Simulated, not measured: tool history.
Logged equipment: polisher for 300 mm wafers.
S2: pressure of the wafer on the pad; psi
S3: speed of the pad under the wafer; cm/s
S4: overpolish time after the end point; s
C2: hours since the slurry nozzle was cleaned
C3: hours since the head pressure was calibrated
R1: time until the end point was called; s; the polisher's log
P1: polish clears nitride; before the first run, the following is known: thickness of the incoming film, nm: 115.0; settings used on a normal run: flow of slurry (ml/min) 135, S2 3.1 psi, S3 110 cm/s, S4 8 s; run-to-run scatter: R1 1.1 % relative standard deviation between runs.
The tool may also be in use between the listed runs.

{"run": 1, "hour": 3.0, "flow of slurry (ml/min)": 135, "S2": 3.1, "S3": 110, "S4": 8, "wafers polished on this pad": 125, "C2": 48.5, "C3": 765.6, "R1": 122.1}
{"run": 2, "hour": 6.5, "flow of slurry (ml/min)": 135, "S2": 3.1, "S3": 148, "S4": 8, "wafers polished on this pad": 157, "C2": 52, "C3": 769.1, "R1": 89.985}
{"run": 3, "hour": 10.5, "flow of slurry (ml/min)": 135, "S2": 3.1, "S3": 110, "S4": 8, "wafers polished on this pad": 195, "C2": 56, "C3": 773.1, "R1": 124.78}
{"run": 4, "hour": 14.7, "flow of slurry (ml/min)": 135, "S2": 3.1, "S3": 66, "S4": 8, "wafers polished on this pad": 234, "C2": 60.2, "C3": 777.3, "R1": 208.85}
{"run": 5, "hour": 17.9, "flow of slurry (ml/min)": 135, "S2": 4.5, "S3": 110, "S4": 8, "wafers polished on this pad": 264, "C2": 63.4, "C3": 780.5, "R1": 86.037}
{"run": 6, "hour": 23.6, "flow of slurry (ml/min)": 135, "S2": 1.7, "S3": 110, "S4": 8, "wafers polished on this pad": 317, "C2": 69.1, "C3": 786.2, "R1": 229.23}
{"run": 7, "hour": 26.6, "flow of slurry (ml/min)": 195, "S2": 3.1, "S3": 110, "S4": 8, "wafers polished on this pad": 345, "C2": 72.1, "C3": 789.2, "R1": 118.4}
{"run": 8, "hour": 29.9, "flow of slurry (ml/min)": 80, "S2": 3.1, "S3": 110, "S4": 8, "wafers polished on this pad": 376, "C2": 75.4, "C3": 792.5, "R1": 143.94}
{"run": 9, "hour": 34.8, "flow of slurry (ml/min)": 135, "S2": 3.1, "S3": 110, "S4": 8, "wafers polished on this pad": 421, "C2": 80.3, "C3": 797.4, "R1": 121.84}
{"run": 10, "hour": 40.3, "flow of slurry (ml/min)": 135, "S2": 3.1, "S3": 110, "S4": 2, "wafers polished on this pad": 473, "C2": 85.8, "C3": 802.9, "R1": 121.77}
{"run": 11, "hour": 43.3, "flow of slurry (ml/min)": 135, "S2": 3.1, "S3": 110, "S4": 15, "wafers polished on this pad": 501, "C2": 88.8, "C3": 805.9, "R1": 124.04}
{"run": 12, "hour": 47.7, "flow of slurry (ml/min)": 135, "S2": 3.1, "S3": 54, "S4": 2, "wafers polished on this pad": 542, "C2": 93.2, "C3": 810.3, "R1": 255.62}
{"run": 13, "hour": 50.4, "flow of slurry (ml/min)": 135, "S2": 3.1, "S3": 110, "S4": 8, "wafers polished on this pad": 567, "C2": 95.9, "C3": 813, "R1": 124.04}
{"run": 14, "hour": 53.8, "flow of slurry (ml/min)": 135, "S2": 3.1, "S3": 110, "S4": 8, "wafers polished on this pad": 599, "C2": 99.3, "C3": 816.4, "R1": 122.87}
{"run": 15, "hour": 56.9, "flow of slurry (ml/min)": 135, "S2": 3.1, "S3": 110, "S4": 8, "wafers polished on this pad": 628, "C2": 102.4, "C3": 819.5, "R1": 127.58}
{"run": 16, "hour": 62.3, "flow of slurry (ml/min)": 135, "S2": 3.1, "S3": 110, "S4": 8, "wafers polished on this pad": 678, "C2": 107.8, "C3": 824.9, "R1": 133.27}
{"run": 17, "hour": 66.7, "flow of slurry (ml/min)": 135, "S2": 3.1, "S3": 110, "S4": 8, "wafers polished on this pad": 719, "C2": 112.2, "C3": 829.3, "R1": 133.6}

Predict the results of run 18:
{"run": 18, "hour": 70.0, "flow of slurry (ml/min)": 135, "S2": 3.1, "S3": 110, "S4": 8, "wafers polished on this pad": 750, "C2": 115.5, "C3": 832.6, "R1": "?"}

For run 18 the tool returned R1 136.86 s.
